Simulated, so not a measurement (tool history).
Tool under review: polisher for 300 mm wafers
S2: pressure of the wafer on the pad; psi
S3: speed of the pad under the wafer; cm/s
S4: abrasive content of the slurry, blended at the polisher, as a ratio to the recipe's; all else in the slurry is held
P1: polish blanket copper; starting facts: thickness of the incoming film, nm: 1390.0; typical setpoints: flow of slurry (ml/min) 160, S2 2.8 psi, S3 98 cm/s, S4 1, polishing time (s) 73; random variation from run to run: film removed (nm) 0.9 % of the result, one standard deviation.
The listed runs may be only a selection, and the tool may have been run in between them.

{"run": 1, "hour": 5.9, "flow of slurry (ml/min)": 160, "S2": 2.8, "S3": 98, "S4": 1, "polishing time (s)": 73, "film removed (nm)": 177.57}
{"run": 2, "hour": 11.4, "flow of slurry (ml/min)": 160, "S2": 2.8, "S3": 124, "S4": 1.45, "polishing time (s)": 73, "film removed (nm)": 243.19}
{"hour": 16.1, "done": "worn pad replaced by a new one"}
{"run": 3, "hour": 19.6, "flow of slurry (ml/min)": 160, "S2": 2.8, "S3": 98, "S4": 0.7, "polishing time (s)": 73, "film removed (nm)": 164.86}
{"run": 4, "hour": 27.3, "flow of slurry (ml/min)": 160, "S2": 2.8, "S3": 98, "S4": 1, "polishing time (s)": 73, "film removed (nm)": 176.91}
{"run": 5, "hour": 35.2, "flow of slurry (ml/min)": 205, "S2": 4.1, "S3": 98, "S4": 1, "polishing time (s)": 73, "film removed (nm)": 268.36}
{"run": 6, "hour": 40.1, "flow of slurry (ml/min)": 160, "S2": 2.8, "S3": 44, "S4": 1.3, "polishing time (s)": 73, "film removed (nm)": 83.815}
{"run": 7, "hour": 45.5, "flow of slurry (ml/min)": 160, "S2": 2.8, "S3": 98, "S4": 1, "polishing time (s)": 73, "film removed (nm)": 177.68}
{"run": 8, "hour": 49.5, "flow of slurry (ml/min)": 160, "S2": 2.8, "S3": 98, "S4": 1.4, "polishing time (s)": 73, "film removed (nm)": 187.84}
{"run": 9, "hour": 56.8, "flow of slurry (ml/min)": 160, "S2": 2.8, "S3": 98, "S4": 1, "polishing time (s)": 34, "film removed (nm)": 82.334}
{"run": 10, "hour": 65.7, "flow of slurry (ml/min)": 160, "S2": 2.8, "S3": 98, "S4": 1, "polishing time (s)": 73, "film removed (nm)": 178.67}
{"run": 11, "hour": 73.7, "flow of slurry (ml/min)": 250, "S2": 2.8, "S3": 98, "S4": 1, "polishing time (s)": 73, "film removed (nm)": 186.41}
{"run": 12, "hour": 82.0, "flow of slurry (ml/min)": 160, "S2": 2.1, "S3": 98, "S4": 1, "polishing time (s)": 73, "film removed (nm)": 132.73}
{"run": 13, "hour": 89.2, "flow of slurry (ml/min)": 100, "S2": 2.8, "S3": 98, "S4": 1, "polishing time (s)": 73, "film removed (nm)": 160.82}
{"run": 14, "hour": 94.5, "flow of slurry (ml/min)": 160, "S2": 2.8, "S3": 46, "S4": 1, "polishing time (s)": 73, "film removed (nm)": 82.117}
{"run": 15, "hour": 98.4, "flow of slurry (ml/min)": 160, "S2": 4.2, "S3": 98, "S4": 1, "polishing time (s)": 73, "film removed (nm)": 267.24}
{"run": 16, "hour": 104.9, "flow of slurry (ml/min)": 160, "S2": 2.8, "S3": 98, "S4": 1, "polishing time (s)": 73, "film removed (nm)": 178.58}
{"hour": 112.9, "done": "head pressure recalibrated"}
{"run": 17, "hour": 113.4, "flow of slurry (ml/min)": 160, "S2": 2.8, "S3": 98, "S4": 1, "polishing time (s)": 73, "film removed (nm)": 178.04}
{"run": 18, "hour": 120.3, "flow of slurry (ml/min)": 160, "S2": 2.8, "S3": 146, "S4": 1, "polishing time (s)": 73, "film removed (nm)": 261.51}
{"run": 19, "hour": 127.1, "flow of slurry (ml/min)": 160, "S2": 2.8, "S3": 98, "S4": 1, "polishing time (s)": 108, "film removed (nm)": 262.64}
{"run": 20, "hour": 134.9, "flow of slurry (ml/min)": 160, "S2": 2.8, "S3": 98, "S4": 1, "polishing time (s)": 73, "film removed (nm)": 179.21}
{"run": 21, "hour": 139.9, "flow of slurry (ml/min)": 160, "S2": 2.8, "S3": 98, "S4": 1, "polishing time (s)": 73, "film removed (nm)": 172.89}
{"run": 22, "hour": 148.8, "flow of slurry (ml/min)": 160, "S2": 2.8, "S3": 98, "S4": 1, "polishing time (s)": 73, "film removed (nm)": 167.56}
{"run": 23, "hour": 153.7, "flow of slurry (ml/min)": 160, "S2": 2.8, "S3": 98, "S4": 1, "polishing time (s)": 73, "film removed (nm)": 169.31}
{"hour": 158.2, "done": "worn pad replaced by a new one"}
{"run": 24, "hour": 159.9, "flow of slurry (ml/min)": 160, "S2": 2.8, "S3": 98, "S4": 1, "polishing time (s)": 73, "film removed (nm)": 163.43}
{"run": 25, "hour": 164.7, "flow of slurry (ml/min)": 160, "S2": 2.8, "S3": 98, "S4": 1, "polishing time (s)": 73, "film removed (nm)": 162.63}

Run 26 is up next; what results do you expect?
{"run": 26, "hour": 170.3, "flow of slurry (ml/min)": 160, "S2": 2.8, "S3": 98, "S4": 1, "polishing time (s)": 73, "film removed (nm)": "?"}

{"run 26": {"film removed (nm)": 162.22}}
